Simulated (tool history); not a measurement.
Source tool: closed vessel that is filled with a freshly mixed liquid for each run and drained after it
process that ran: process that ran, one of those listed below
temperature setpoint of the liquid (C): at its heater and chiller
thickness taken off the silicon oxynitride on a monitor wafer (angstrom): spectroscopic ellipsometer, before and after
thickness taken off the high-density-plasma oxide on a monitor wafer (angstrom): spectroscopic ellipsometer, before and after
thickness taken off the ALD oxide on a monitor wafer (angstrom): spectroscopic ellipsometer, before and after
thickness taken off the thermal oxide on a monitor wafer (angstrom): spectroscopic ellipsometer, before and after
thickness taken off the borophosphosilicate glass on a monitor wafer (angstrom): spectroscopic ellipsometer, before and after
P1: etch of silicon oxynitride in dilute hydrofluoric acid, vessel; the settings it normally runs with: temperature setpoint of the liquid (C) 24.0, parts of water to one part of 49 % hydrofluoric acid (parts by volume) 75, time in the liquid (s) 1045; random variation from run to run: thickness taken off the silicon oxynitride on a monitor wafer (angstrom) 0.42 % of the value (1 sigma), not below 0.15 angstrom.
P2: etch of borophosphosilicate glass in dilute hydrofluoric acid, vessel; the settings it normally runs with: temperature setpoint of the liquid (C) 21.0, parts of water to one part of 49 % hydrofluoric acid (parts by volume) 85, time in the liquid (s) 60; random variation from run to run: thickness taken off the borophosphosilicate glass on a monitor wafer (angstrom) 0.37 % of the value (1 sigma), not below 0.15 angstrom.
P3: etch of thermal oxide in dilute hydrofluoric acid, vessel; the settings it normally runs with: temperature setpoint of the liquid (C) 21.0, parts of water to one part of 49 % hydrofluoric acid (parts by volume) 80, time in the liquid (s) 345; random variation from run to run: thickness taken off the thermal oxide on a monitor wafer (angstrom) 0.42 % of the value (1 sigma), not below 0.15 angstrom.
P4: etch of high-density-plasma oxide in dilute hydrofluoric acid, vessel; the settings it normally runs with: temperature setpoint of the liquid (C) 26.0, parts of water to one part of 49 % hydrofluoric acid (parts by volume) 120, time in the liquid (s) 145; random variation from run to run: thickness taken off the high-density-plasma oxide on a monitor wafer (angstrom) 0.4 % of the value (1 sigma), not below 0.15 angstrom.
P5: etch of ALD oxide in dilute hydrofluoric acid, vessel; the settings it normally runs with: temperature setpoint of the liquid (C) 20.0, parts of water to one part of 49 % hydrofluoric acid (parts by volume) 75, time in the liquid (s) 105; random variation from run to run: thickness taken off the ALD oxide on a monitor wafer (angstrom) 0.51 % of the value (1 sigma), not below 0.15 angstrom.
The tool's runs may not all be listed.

run,hour,process that ran,temperature setpoint of the liquid (C),parts of water to one part of 49 % hydrofluoric acid (parts by volume),time in the liquid (s),hours since the thermometer was replaced,hours since the hydrofluoric acid flow meter was replaced,thickness taken off the silicon oxynitride on a monitor wafer (angstrom),thickness taken off the high-density-plasma oxide on a monitor wafer (angstrom),thickness taken off the ALD oxide on a monitor wafer (angstrom),thickness taken off the thermal oxide on a monitor wafer (angstrom),thickness taken off the borophosphosilicate glass on a monitor wafer (angstrom)
1,5.3,P1,24.0,75,1045,399.7,450.5,566.600,,,,
2,11.9,P4,33.0,120,145,406.3,457.1,,87.582,,,
3,18.9,P1,24.0,75,2050,413.3,464.1,1122.000,,,,
4,22.8,P1,24.0,75,1045,417.2,468.0,568.710,,,,
5,27.3,P4,26.0,120,60,421.7,472.5,,28.051,,,
6,34.8,P1,24.0,75,1045,429.2,480.0,572.490,,,,
7,40.1,P1,24.0,75,1045,434.5,485.3,572.330,,,,
8,46.3,P5,20.0,20,105,440.7,491.5,,,564.430,,
9,49.9,P5,17.0,75,105,444.3,495.1,,,122.410,,
10,53.8,P3,21.0,20,345,448.2,499.0,,,,755.69,
11,59.2,P2,21.0,85,30,453.6,504.4,,,,,179.85
12,63.9,P1,24.0,105,1045,458.3,509.1,396.100,,,,
13,71.6,P1,24.0,75,1045,466.0,516.8,570.430,,,,
14,76.9,P1,29.5,75,1925,471.3,522.1,1354.300,,,,
15,81.1,P1,17.5,75,1045,475.5,526.3,414.070,,,,
16,84.5,P4,26.0,180,145,478.9,529.7,,42.136,,,
17,92.0,P2,27.0,85,60,486.4,537.2,,,,,457.82
18,99.8,P1,24.0,75,550,494.2,545.0,300.380,,,,
19,106.9,P1,24.0,75,1045,501.3,552.1,570.320,,,,
20,111.4,P1,28.0,75,1045,505.8,556.6,693.630,,,,
21,116.9,P3,21.0,80,660,511.3,562.1,,,,336.96,
22,124.2,P5,20.0,75,40,518.6,569.4,,,53.124,,
23,130.4,P4,26.0,120,145,524.8,575.6,,67.360,,,
24,135.6,P1,24.0,25,1045,530.0,580.8,1780.200,,,,
25,140.0,P3,21.0,80,345,534.4,585.2,,,,176.31,
26,146.8,P1,18.5,75,90,541.2,592.0,37.784,,,,
27,154.4,P1,24.0,75,1045,548.8,599.6,568.790,,,,
28,159.6,P5,20.0,75,105,554.0,604.8,,,141.420,,
29,165.6,P2,21.0,85,60,560.0,610.8,,,,,361.02
30,173.2,P3,27.5,80,345,567.6,618.4,,,,227.60,
31,177.0,P2,21.0,25,60,571.4,622.2,,,,,1316.10
32,184.7,P1,30.0,40,1045,579.1,629.9,1480.500,,,,
33,190.9,P1,24.0,75,1045,585.3,636.1,568.010,,,,
34,196.1,P1,24.0,75,1045,590.5,641.3,592.850,,,,
35,202.9,P1,24.0,75,1045,597.3,648.1,610.010,,,,
36,208.1,P1,24.0,75,1045,602.5,653.3,616.400,,,,
37,214.2,P1,24.0,75,1045,608.6,659.4,623.800,,,,
38,218.4,P1,24.0,75,1045,612.8,663.6,625.040,,,,
39,223.7,P1,24.0,75,1045,618.1,668.9,624.350,,,,
40,231.3,P1,24.0,75,1045,625.7,676.5,636.020,,,,
41,236.0,P1,24.0,75,1045,630.4,681.2,629.250,,,,
42,240.3,P1,24.0,75,1045,634.7,685.5,633.650,,,,

What P1 gives has crept off from where it sat before. The 2 causes that follow fit the log equally well, each at the size noted:
A: hydrofluoric acid flow above the setpoint (%) = 10.1
B: liquid hotter than its thermometer reads (K) = 2.14
The onset of the drift is placed at about hour 190.9.

Which of the 4 check runs listed below separates the causes, so that each cause would produce a clearly different result? Each run uses one wafer, and its results are marked with question marks.
check 1,244.6,P3,21.0,25,580,,,,,,?,
check 2,244.6,P2,21.0,30,60,,,,,,,?
check 3,244.6,P4,33.0,120,145,,,,?,,,
check 4,244.6,P5,17.0,20,105,,,,,?,,

How each check would come out, cause by cause:
check,result,if A,if B
check 1,thickness taken off the thermal oxide on a monitor wafer (angstrom),1119.20,1110.60
check 2,thickness taken off the borophosphosilicate glass on a monitor wafer (angstrom),1207.00,1196.60
check 3,thickness taken off the high-density-plasma oxide on a monitor wafer (angstrom),98.140,94.600
check 4,thickness taken off the ALD oxide on a monitor wafer (angstrom),540.140,538.160
Per check, the gap between the least separated pair of causes, taken in the result that splits them most: check 1 0.77 %; check 2 0.87 %; check 3 3.67 %; check 4 0.37 %
Check 3 is the one run that separates the causes; every other check would come out nearly the same whichever cause is at work.

The results of check 3 are: thickness taken off the high-density-plasma oxide on a monitor wafer (angstrom) 94.941. Based on these, which of the listed causes is it?

The cause is B: liquid hotter than its thermometer reads (K).
